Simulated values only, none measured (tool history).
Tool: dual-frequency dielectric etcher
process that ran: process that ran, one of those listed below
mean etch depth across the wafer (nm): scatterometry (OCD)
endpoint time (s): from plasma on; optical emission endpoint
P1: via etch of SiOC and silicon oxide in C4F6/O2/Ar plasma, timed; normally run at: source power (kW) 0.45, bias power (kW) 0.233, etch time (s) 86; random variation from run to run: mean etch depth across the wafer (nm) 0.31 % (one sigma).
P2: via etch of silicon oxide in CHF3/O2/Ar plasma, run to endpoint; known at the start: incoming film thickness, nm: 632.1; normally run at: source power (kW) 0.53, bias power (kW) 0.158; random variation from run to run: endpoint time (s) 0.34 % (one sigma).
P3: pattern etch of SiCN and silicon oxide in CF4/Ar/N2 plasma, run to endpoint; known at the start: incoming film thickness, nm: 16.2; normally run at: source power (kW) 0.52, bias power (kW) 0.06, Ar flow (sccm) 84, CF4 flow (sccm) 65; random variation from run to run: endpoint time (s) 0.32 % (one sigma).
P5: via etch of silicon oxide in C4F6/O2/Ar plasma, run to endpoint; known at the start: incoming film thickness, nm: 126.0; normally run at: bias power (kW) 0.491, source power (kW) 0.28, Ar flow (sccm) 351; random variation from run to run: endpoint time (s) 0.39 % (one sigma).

run	hour	process that ran	source power (kW)	bias power (kW)	etch time (s)	Ar flow (sccm)	CF4 flow (sccm)	hours since the last wet clean	hours since the last source power generator calibration	hours since the last bias power generator calibration	mean etch depth across the wafer (nm)	endpoint time (s)
1	5.8	P1	0.45	0.233	86			250.6	939.3	597.1	109.79	
2	9.9	P2	0.38	0.158				254.7	943.4	601.2		410.35
3	17	P1	0.45	0.233	86			261.8	950.5	608.3	109.58	
4	25.1	P1	0.45	0.139	86			269.9	958.6	616.4	92.922	
5	33.5	P3	0.52	0.06		84	52	278.3	967	624.8		17.828
# hour 35.7: wet clean of the chamber
6	41.1	P1	0.45	0.233	86			5.4	974.6	632.4	109.62	
7	46.6	P1	0.45	0.285	86			10.9	980.1	637.9	116.51	
8	52.4	P1	0.45	0.233	55			16.7	985.9	643.7	70.291	
9	56.5	P1	0.54	0.233	86			20.8	990	647.8	117.79	
10	64	P1	0.45	0.233	86			28.3	997.5	655.3	109.35	
11	71.5	P3	0.4	0.06		84	65	35.8	1005	662.8		21.64
12	77.7	P2	0.53	0.195				42	1011.2	669		335.55
13	85.3	P5	0.28	0.491		351		49.6	1018.8	676.6		32.675
14	91.1	P2	0.53	0.158				55.4	1024.6	682.4		359.74
15	95.8	P5	0.28	0.491		208		60.1	1029.3	687.1		30.752
16	101.2	P5	0.2	0.491		351		65.5	1034.7	692.5		37.175
17	109	P3	0.52	0.06		109	65	73.3	1042.5	700.3		17.918
18	116.5	P1	0.45	0.233	107.5			80.8	1050	707.8	136.57	
19	123.8	P1	0.45	0.233	86			88.1	1057.3	715.1	109.28	
20	128.8	P1	0.45	0.233	86			93.1	1062.3	720.1	109.21	

Forecast run 21:
21	133.6	P3	0.52	0.036		84	65	97.9	1067.1	724.9		?

endpoint time (s): 19.949

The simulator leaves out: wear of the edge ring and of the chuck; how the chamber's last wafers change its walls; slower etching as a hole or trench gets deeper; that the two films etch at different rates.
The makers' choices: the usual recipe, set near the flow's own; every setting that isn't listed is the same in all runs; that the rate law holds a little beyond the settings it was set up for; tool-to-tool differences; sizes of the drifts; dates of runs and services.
